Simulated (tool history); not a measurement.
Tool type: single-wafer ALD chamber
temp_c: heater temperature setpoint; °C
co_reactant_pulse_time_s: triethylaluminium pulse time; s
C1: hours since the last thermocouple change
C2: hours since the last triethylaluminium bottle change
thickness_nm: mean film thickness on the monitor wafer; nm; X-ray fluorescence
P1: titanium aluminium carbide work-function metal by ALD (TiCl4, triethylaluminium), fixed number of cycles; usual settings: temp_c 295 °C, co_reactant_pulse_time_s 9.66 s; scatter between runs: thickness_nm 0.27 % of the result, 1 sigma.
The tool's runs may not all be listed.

Run 1, hour 9.8: temp_c 295 °C, co_reactant_pulse_time_s 9.66 s; C1 1669.2; C2 791.8. Result: thickness_nm 1.9374 nm.
Run 2, hour 16.7: temp_c 295 °C, co_reactant_pulse_time_s 9.66 s; C1 1676.1; C2 798.7. Result: thickness_nm 1.9479 nm.
At hour 24.1: thermocouple changed; heater temperature recalibrated.
Run 3, hour 28.1: temp_c 295 °C, co_reactant_pulse_time_s 4.46 s; C1 4.1; C2 810.1. Result: thickness_nm 1.5852 nm.
Run 4, hour 39.2: temp_c 295 °C, co_reactant_pulse_time_s 9.66 s; C1 15.2; C2 821.2. Result: thickness_nm 1.9581 nm.
Run 5, hour 51.3: temp_c 295 °C, co_reactant_pulse_time_s 9.66 s; C1 27.3; C2 833.3. Result: thickness_nm 1.9392 nm.
Run 6, hour 59.1: temp_c 295 °C, co_reactant_pulse_time_s 9.66 s; C1 35.1; C2 841.1. Result: thickness_nm 1.9488 nm.
Run 7, hour 67.3: temp_c 295 °C, co_reactant_pulse_time_s 14.07 s; C1 43.3; C2 849.3. Result: thickness_nm 2.0025 nm.
Run 8, hour 74: temp_c 310 °C, co_reactant_pulse_time_s 13.69 s; C1 50; C2 856. Result: thickness_nm 2.1372 nm.
Run 9, hour 80.9: temp_c 317 °C, co_reactant_pulse_time_s 12.18 s; C1 56.9; C2 862.9. Result: thickness_nm 2.1783 nm.
Run 10, hour 93.1: temp_c 270 °C, co_reactant_pulse_time_s 9.66 s; C1 69.1; C2 875.1. Result: thickness_nm 1.7306 nm.
Run 11, hour 101.9: temp_c 311 °C, co_reactant_pulse_time_s 9.66 s; C1 77.9; C2 883.9. Result: thickness_nm 2.0723 nm.
Run 12, hour 111.4: temp_c 295 °C, co_reactant_pulse_time_s 9.66 s; C1 87.4; C2 893.4. Result: thickness_nm 1.947 nm.
Run 13, hour 123.5: temp_c 295 °C, co_reactant_pulse_time_s 9.66 s; C1 99.5; C2 905.5. Result: thickness_nm 1.9461 nm.

Run 14 comes next. What will it give?
Run 14, hour 133.5: temp_c 295 °C, co_reactant_pulse_time_s 9.66 s; C1 109.5; C2 915.5. Result: thickness_nm ?.

Run 14 yielded thickness_nm 1.9486 nm.

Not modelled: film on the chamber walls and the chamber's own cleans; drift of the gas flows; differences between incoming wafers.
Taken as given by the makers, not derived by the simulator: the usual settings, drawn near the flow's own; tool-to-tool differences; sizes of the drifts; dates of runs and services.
